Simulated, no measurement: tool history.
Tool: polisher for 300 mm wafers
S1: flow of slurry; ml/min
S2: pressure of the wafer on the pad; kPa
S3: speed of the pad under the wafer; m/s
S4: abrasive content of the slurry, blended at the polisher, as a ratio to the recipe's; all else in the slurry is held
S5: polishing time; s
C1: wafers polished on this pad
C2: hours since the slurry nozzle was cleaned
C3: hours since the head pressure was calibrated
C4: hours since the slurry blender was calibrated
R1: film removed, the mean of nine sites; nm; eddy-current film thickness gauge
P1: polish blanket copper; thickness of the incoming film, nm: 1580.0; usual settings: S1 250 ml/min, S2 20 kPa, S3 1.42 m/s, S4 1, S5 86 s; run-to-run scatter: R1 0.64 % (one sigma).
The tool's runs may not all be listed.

run    day   S1    S2    S3    S4   S5    C1     C2     C3     C4      R1
  1  0.367  250    20  1.42     1   86   264  172.8  202.5   41.9  354.11
  2  0.771  250    20  1.42     1   86   347  182.5  212.2   51.6  356.16
  3  1.021  250    20   2.2     1   86   398  188.5  218.2   57.6  553.69
  4  1.438  150    20  1.42     1   86   484  198.5  228.2   67.6   335.4
  5  1.846  250    20  0.64     1   86   567  208.3    238   77.4  161.08
  6  2.167  250    20  1.42     1   86   633    216  245.7   85.1  355.56
  7  2.417  150    20  1.42     1  132   684    222  251.7   91.1  505.82
  8  2.775  250    20  1.42   1.2   86   758  230.6  260.3   99.7  370.82
  9  3.192  250    20  1.42     1   86   843  240.6  270.3  109.7  350.64
 10  3.575  250    20  1.42     1  127   922  249.8  279.5  118.9  524.74
 11  3.925  250  27.6  1.42     1   86   993  258.2  287.9  127.3  486.83
 12  4.204  250    20  1.42  0.55   86  1050  264.9  294.6    134  310.82
 13  4.588  330    20  1.42     1   86  1129  274.1  303.8  143.2  364.67
 14  4.854  250    20  1.42     1   86  1184  280.5  310.2  149.6  353.17
 15  5.075  250    20  1.42     1   86  1229  285.8  315.5  154.9  356.71
 16  5.442  320    20  1.42     1  125  1304  294.6  324.3  163.7  532.31
 17  5.804  250    20  1.42     1   51  1378  303.3    333  172.4  212.24
 18  6.188  250    11  1.42     1   86  1457  312.5  342.2  181.6  194.34
 19   6.55  250    20  1.42     1   86  1531  321.2  350.9  190.3  353.59
 20  6.917  250    20  1.42     1   86  1606    330  359.7  199.1   344.9
 21  7.292  250    20  1.42     1   86  1683    339  368.7  208.1  340.15
 22  7.512  250    20  1.42     1   86  1728  344.3    374  213.4  340.51
 23  7.758  250    20  1.42     1   86  1778  350.2  379.9  219.3  344.65
 24  7.979  250    20  1.42     1   86  1824  355.5  385.2  224.6  337.46
     8.017  -- head pressure recalibrated
 25  8.317  250    20  1.42     1   86  1893  363.6    7.2  232.7  335.49
 26  8.567  250    20  1.42     1   86  1944  369.6   13.2  238.7  335.78
     8.779  -- worn pad replaced by a new one
 27  8.975  250    20  1.42     1   86    40  379.4     23  248.5  336.29
 28  9.292  250    20  1.42     1   86   105    387   30.6  256.1  335.84
 29    9.5  250    20  1.42     1   86   147    392   35.6  261.1  340.59
 30  9.683  250    20  1.42     1   86   185  396.4     40  265.5  332.55

What P1 gives has crept away from where it was. These 2 causes fit the log equally well, each at the size given:
A: abrasive missing from the slurry, % = 23.9
B: slurry flow missing at the pad, % = 35.3
The creep began at about day 6.55.
Why every other cause is out:
removal rate lost through wear of the pad, %: serviced at day 8.779, which brought nothing back
head's pressure below its setpoint, %: serviced at day 8.017, which brought nothing back

4 check runs are offered, each on 2 wafers whose results are averaged, their results left as question marks. Which one tells the causes apart?
check 1  9.867  250  20   2.2    1  86                   ?
check 2  9.867  250  20  1.42  0.6  86                   ?
check 3  9.867  155  20  1.42    1  86                   ?
check 4  9.867  250  20  0.66    1  86                   ?

What each check would give under each cause:
  check  result    if A    if B
check 1      R1  519.35  519.26
check 2      R1  302.59  301.42
check 3      R1  314.19  304.22
check 4      R1  155.81  155.78
How far apart the two closest causes lie, in the result that separates them most: check 1 0.02 %; check 2 0.39 %; check 3 3.23 %; check 4 0.02 %
Check 3 tells the causes apart: in the others they would give nearly the same result.

Check 3 was then run and gave: R1 314.36 nm. Which cause is it?

It is A: abrasive missing from the slurry, %.
